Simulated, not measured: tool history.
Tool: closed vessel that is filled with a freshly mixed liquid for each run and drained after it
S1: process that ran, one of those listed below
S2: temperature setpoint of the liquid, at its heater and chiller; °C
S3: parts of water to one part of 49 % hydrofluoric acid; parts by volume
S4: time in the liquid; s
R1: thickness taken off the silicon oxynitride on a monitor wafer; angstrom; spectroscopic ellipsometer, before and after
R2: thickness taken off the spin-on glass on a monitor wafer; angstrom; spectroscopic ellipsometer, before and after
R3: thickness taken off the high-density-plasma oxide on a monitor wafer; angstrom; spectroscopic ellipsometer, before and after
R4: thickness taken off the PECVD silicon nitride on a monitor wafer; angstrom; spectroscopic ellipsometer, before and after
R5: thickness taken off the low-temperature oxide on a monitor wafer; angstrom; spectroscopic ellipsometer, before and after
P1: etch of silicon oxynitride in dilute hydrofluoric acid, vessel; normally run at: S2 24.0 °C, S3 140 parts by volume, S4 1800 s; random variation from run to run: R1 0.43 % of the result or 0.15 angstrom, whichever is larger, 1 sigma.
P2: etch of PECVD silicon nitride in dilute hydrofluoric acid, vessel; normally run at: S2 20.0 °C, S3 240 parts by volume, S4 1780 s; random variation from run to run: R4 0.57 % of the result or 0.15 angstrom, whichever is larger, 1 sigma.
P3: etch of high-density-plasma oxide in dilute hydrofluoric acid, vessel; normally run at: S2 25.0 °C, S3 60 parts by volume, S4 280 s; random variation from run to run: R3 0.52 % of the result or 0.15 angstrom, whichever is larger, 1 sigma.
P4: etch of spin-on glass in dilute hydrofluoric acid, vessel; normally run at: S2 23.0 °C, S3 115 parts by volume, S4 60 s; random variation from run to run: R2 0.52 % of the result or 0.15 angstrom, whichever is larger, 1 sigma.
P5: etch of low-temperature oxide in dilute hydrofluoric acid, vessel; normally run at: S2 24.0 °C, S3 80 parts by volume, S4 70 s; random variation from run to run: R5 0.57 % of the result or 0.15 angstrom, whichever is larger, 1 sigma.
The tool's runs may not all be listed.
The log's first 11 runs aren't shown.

run	hour	S1	S2	S3	S4	R1	R2	R3	R4	R5
12	124.1	P5	24.0	80	70					189.06
13	137.0	P1	24.0	225	1800	156.71				
14	145.4	P5	24.0	20	70					829.34
15	155.8	P3	25.0	60	280			273.08		
16	165.4	P1	24.0	140	3470	517.78				
17	176.3	P1	24.0	140	1800	270.61				
18	187.6	P3	25.0	20	280			869.31		
19	199.0	P5	24.0	80	70					190.48
20	207.8	P5	20.5	80	70					165.72
21	220.0	P2	17.0	240	1780				160.870	
22	226.0	P1	24.0	40	1800	1018.60				

Run 23 comes next. What will it give?
23	235.4	P1	24.0	140	1800	?				

{"run 23": {"R1": 266.83}}
